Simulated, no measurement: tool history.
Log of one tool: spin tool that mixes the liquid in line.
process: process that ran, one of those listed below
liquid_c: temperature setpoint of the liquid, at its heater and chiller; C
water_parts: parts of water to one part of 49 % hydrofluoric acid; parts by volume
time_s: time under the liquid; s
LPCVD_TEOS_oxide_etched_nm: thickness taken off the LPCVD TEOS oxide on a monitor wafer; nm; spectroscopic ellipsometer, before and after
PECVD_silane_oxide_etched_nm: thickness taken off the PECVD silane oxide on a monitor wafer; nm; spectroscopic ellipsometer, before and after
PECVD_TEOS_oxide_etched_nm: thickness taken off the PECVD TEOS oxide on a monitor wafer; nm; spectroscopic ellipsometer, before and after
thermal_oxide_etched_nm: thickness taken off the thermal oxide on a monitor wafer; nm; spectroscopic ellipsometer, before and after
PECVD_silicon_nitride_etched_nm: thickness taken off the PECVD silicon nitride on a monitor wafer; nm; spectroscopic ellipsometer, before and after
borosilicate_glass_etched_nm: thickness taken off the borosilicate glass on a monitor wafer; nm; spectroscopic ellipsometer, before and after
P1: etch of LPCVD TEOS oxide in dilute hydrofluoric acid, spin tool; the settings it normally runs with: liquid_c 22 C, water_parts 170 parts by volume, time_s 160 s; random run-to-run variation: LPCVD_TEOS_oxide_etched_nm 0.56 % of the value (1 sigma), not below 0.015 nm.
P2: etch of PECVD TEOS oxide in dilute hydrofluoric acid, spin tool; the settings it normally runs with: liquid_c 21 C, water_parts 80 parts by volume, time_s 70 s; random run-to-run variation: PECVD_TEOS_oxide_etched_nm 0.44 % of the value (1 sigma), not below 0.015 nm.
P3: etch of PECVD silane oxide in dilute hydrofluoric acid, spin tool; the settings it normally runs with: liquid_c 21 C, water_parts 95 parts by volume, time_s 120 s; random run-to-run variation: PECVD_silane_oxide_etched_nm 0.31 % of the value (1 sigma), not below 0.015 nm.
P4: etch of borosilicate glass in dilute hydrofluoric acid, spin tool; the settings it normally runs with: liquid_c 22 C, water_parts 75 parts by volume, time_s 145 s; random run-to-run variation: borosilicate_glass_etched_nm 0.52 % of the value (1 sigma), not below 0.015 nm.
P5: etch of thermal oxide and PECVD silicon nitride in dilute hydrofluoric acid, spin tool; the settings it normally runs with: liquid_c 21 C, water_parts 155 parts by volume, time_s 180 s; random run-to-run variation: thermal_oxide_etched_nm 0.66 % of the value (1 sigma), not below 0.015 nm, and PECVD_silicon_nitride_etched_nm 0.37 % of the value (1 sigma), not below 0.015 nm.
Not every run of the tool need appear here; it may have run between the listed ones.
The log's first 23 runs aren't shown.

run     day  process  liquid_c  water_parts  time_s  hours since the thermometer was replaced  hours since the hydrofluoric acid flow meter was replaced  LPCVD_TEOS_oxide_etched_nm  PECVD_silane_oxide_etched_nm  PECVD_TEOS_oxide_etched_nm  thermal_oxide_etched_nm  PECVD_silicon_nitride_etched_nm  borosilicate_glass_etched_nm
 24  11.483       P4        22           75     145                                       532                                                      456.4                                                                                                                                                                        31.739
     11.621  -- thermometer replaced
 25  12.092       P3        21           95     120                                      11.3                                                        471                                                    26.511
 26  12.479       P2        21           80      70                                      20.6                                                      480.3                                                                                 22.32
 27  12.979       P1        22          275     160                                      32.6                                                      492.3                      19.769
 28  13.558       P1        22          170      15                                      46.5                                                      506.2                      3.3144
 29  13.858       P4        22          115     145                                      53.7                                                      513.4                                                                                                                                                                        19.554
 30  14.442       P1        22          170     160                                      67.7                                                      527.4                      35.541
 31  14.825       P4        22           75      30                                      76.9                                                      536.6                                                                                                                                                                        6.5214
 32  15.342       P2        17           80      70                                      89.3                                                        549                                                                                 18.88
 33  15.833       P1        22          170     160                                     101.1                                                      560.8                      35.217
 34  16.408       P1        22          170     160                                     114.9                                                      574.6                      34.588
 35  16.929       P1        22          170     160                                     127.4                                                      587.1                      34.136
 36  17.538       P1        22          170     160                                       142                                                      601.7                      33.473
 37  18.129       P1        22          170     160                                     156.2                                                      615.9                       33.49
 38  18.667       P1        22          170     160                                     169.1                                                      628.8                      33.066
 39  18.996       P1        22          170     160                                       177                                                      636.7                      33.149
 40  19.542       P1        22          170     160                                     190.1                                                      649.8                      33.372

The next listed run, before its measurement:
 41  19.925       P1        22          170     160                                     199.3                                                        659                           ?

{"run 41": {"LPCVD_TEOS_oxide_etched_nm": 33.401}}
